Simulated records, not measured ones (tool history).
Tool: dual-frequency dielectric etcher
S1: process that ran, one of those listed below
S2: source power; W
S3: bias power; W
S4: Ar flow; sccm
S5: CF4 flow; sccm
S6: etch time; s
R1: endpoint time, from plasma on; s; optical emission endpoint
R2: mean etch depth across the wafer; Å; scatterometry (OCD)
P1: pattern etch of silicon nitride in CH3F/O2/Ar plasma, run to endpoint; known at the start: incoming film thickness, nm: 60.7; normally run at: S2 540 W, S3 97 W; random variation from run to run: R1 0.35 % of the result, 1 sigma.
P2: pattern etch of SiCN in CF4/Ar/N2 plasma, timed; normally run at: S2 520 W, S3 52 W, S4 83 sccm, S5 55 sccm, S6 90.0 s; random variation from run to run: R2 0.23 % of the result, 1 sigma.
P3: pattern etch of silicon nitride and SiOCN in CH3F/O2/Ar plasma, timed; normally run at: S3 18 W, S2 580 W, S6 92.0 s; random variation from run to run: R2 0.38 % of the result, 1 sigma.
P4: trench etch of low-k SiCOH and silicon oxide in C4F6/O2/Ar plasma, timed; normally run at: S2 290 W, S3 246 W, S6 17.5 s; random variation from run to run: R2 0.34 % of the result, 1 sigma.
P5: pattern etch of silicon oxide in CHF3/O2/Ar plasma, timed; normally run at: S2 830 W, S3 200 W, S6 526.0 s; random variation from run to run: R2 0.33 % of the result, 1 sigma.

run   hour  S1   S2   S3   S4  S5     S6      R1         R2
  1   12.6  P1  540   97                  69.035
  2   26.5  P1  540   97                  69.350
  3   36.4  P2  520   52   83  55  134.0           1190.400
  4   54.0  P4  290  162            17.5            468.200
  5   70.5  P3  720   18            92.0            136.410
  6   83.3  P1  410  135                  67.895
  7   93.1  P1  660   97                  64.558
  8  112.0  P3  580   21            92.0            133.610
  9  121.1  P1  540   97                  69.535
 10  134.8  P1  430   97                  75.418
     135.5  -- source power generator calibrated
 11  150.4  P2  520   52   83  55   90.0            799.270
 12  165.2  P2  520   42   83  55   90.0            747.390
 13  180.0  P5  830  200           342.5           7985.700
 14  195.1  P2  520   52   83  39   90.0            748.800
 15  211.5  P5  650  200           526.0          11241.000
 16  224.2  P5  830  200           526.0          12326.000
 17  237.0  P3  580   18            92.0            126.380
 18  248.9  P1  540   97                  69.540
 19  263.3  P5  830  271           526.0          13690.000
 20  276.1  P2  520   52   83  55   90.0            802.010
 21  288.0  P1  690  122                  58.185
 22  306.2  P2  630   52   83  55   90.0            949.380
 23  322.9  P1  540  115                  65.364
 24  333.3  P1  540   97                  68.962
 25  345.6  P4  290  246            17.5            534.410
 26  358.7  P1  540   97                  69.170
 27  377.5  P1  430   77                  82.269
 28  396.3  P4  390  246            17.5            600.730
 29  410.9  P2  520   52  108  55   90.0            763.100
 30  426.7  P4  290  246             9.5            288.030
 31  444.4  P3  580   18            66.0             90.794
 32  456.5  P1  540   74                  76.329
 33  465.3  P1  540   97                  69.273
 34  483.8  P1  540   97                  70.087
 35  494.0  P1  540   97                  69.900
 36  512.5  P1  540   97                  70.433
     521.5  -- wet clean of the chamber
 37  528.8  P1  540   97                  70.243
 38  539.4  P1  540   97                  70.612
 39  556.0  P1  540   97                  70.782
 40  565.8  P1  540   97                  70.527
 41  580.5  P1  540   97                  70.072
 42  595.3  P1  540   97                  70.151

What P1 gives has crept away from where it was. These 2 causes fit the log equally well, each at the size given:
A: source power that arrives under what is set, % = 4.53
B: bias power that arrives under what is set, % = 4.77
The creep began at about hour 465.3.
Why every other cause is out:
chamber walls in a state that lowers the etch rate, %: serviced at hour 521.5, which brought nothing back

4 check runs are offered, one wafer each, their results left as question marks. Which one tells the causes apart?
check 1  610.1  P3  580   21           92.0       ?
check 2  610.1  P2  520   52  83  55  130.5       ?
check 3  610.1  P5  830  236          526.0       ?
check 4  610.1  P4  350  246           10.0       ?

What each check would give under each cause:
  check  result       if A       if B
check 1      R2    132.370    131.780
check 2      R2   1112.100   1140.800
check 3      R2  12827.000  12836.000
check 4      R2    322.650    323.030
How far apart the two closest causes lie, in the result that separates them most: check 1 0.45 %; check 2 2.55 %; check 3 0.07 %; check 4 0.12 %
Only check 2 tells the causes apart: in the others they would give nearly the same result.

Then check 2 was run and gave: R2 1141.700 Å. Which cause is it?

It is B: bias power that arrives under what is set, %.
